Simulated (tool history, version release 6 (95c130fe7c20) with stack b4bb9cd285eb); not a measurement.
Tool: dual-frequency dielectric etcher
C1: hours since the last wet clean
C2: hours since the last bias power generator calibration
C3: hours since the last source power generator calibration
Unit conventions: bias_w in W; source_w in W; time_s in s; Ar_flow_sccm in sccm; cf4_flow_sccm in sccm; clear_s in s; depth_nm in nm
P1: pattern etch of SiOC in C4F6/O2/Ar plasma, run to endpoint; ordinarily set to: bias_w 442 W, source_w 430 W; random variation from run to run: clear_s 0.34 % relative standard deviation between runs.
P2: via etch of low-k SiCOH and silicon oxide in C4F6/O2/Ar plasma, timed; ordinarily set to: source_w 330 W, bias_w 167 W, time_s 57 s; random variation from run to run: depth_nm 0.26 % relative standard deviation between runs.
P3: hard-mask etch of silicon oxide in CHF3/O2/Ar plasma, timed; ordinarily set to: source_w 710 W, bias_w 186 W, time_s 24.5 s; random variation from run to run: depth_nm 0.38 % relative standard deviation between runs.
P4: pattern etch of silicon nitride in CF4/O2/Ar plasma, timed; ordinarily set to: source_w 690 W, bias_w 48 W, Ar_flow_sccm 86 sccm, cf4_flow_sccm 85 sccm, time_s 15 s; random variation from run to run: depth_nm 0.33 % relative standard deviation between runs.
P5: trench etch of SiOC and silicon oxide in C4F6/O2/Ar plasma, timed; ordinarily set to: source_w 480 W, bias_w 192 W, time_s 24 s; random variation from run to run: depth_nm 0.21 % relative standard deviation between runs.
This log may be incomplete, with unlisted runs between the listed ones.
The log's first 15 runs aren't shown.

Run 16, day 2.075: process P3, bias_w 186 W, source_w 580 W, time_s 24.5 s; C1 124.1; C2 7.2; C3 1034.9. Result: depth_nm 49.96 nm.
Run 17, day 2.162: process P4, bias_w 35 W, source_w 690 W, time_s 15 s, Ar_flow_sccm 86 sccm, cf4_flow_sccm 85 sccm; C1 126.2; C2 9.3; C3 1037. Result: depth_nm 32.936 nm.
Run 18, day 2.304: process P4, bias_w 48 W, source_w 690 W, time_s 15 s, Ar_flow_sccm 86 sccm, cf4_flow_sccm 60 sccm; C1 129.6; C2 12.7; C3 1040.4. Result: depth_nm 35.128 nm.
Run 19, day 2.479: process P1, bias_w 442 W, source_w 430 W; C1 133.8; C2 16.9; C3 1044.6. Result: clear_s 11.528 s.
Run 20, day 2.621: process P4, bias_w 48 W, source_w 690 W, time_s 19.5 s, Ar_flow_sccm 86 sccm, cf4_flow_sccm 85 sccm; C1 137.2; C2 20.3; C3 1048. Result: depth_nm 47.524 nm.
Run 21, day 2.771: process P2, bias_w 167 W, source_w 440 W, time_s 57 s; C1 140.8; C2 23.9; C3 1051.6. Result: depth_nm 147.49 nm.
Run 22, day 2.867: process P4, bias_w 48 W, source_w 410 W, time_s 15 s, Ar_flow_sccm 86 sccm, cf4_flow_sccm 85 sccm; C1 143.1; C2 26.2; C3 1053.9. Result: depth_nm 23.338 nm.
Run 23, day 3.017: process P3, bias_w 186 W, source_w 710 W, time_s 24.5 s; C1 146.7; C2 29.8; C3 1057.5. Result: depth_nm 53.909 nm.
Run 24, day 3.2: process P1, bias_w 442 W, source_w 430 W; C1 151.1; C2 34.2; C3 1061.9. Result: clear_s 11.488 s.
Run 25, day 3.396: process P2, bias_w 167 W, source_w 330 W, time_s 57 s; C1 155.8; C2 38.9; C3 1066.6. Result: depth_nm 131.91 nm.
Run 26, day 3.55: process P1, bias_w 442 W, source_w 580 W; C1 159.5; C2 42.6; C3 1070.3. Result: clear_s 10.296 s.
Run 27, day 3.712: process P1, bias_w 273 W, source_w 430 W; C1 163.4; C2 46.5; C3 1074.2. Result: clear_s 13.671 s.
Run 28, day 3.85: process P3, bias_w 186 W, source_w 710 W, time_s 13.5 s; C1 166.7; C2 49.8; C3 1077.5. Result: depth_nm 29.637 nm.
Run 29, day 3.979: process P1, bias_w 442 W, source_w 430 W; C1 169.8; C2 52.9; C3 1080.6. Result: clear_s 11.566 s.

Run 30 is up next; what results do you expect?
Run 30, day 4.117: process P4, bias_w 48 W, source_w 690 W, time_s 15 s, Ar_flow_sccm 112 sccm, cf4_flow_sccm 85 sccm; C1 173.1; C2 56.2; C3 1083.9. Result: depth_nm ?.

Run 30 produced depth_nm 35.201 nm.
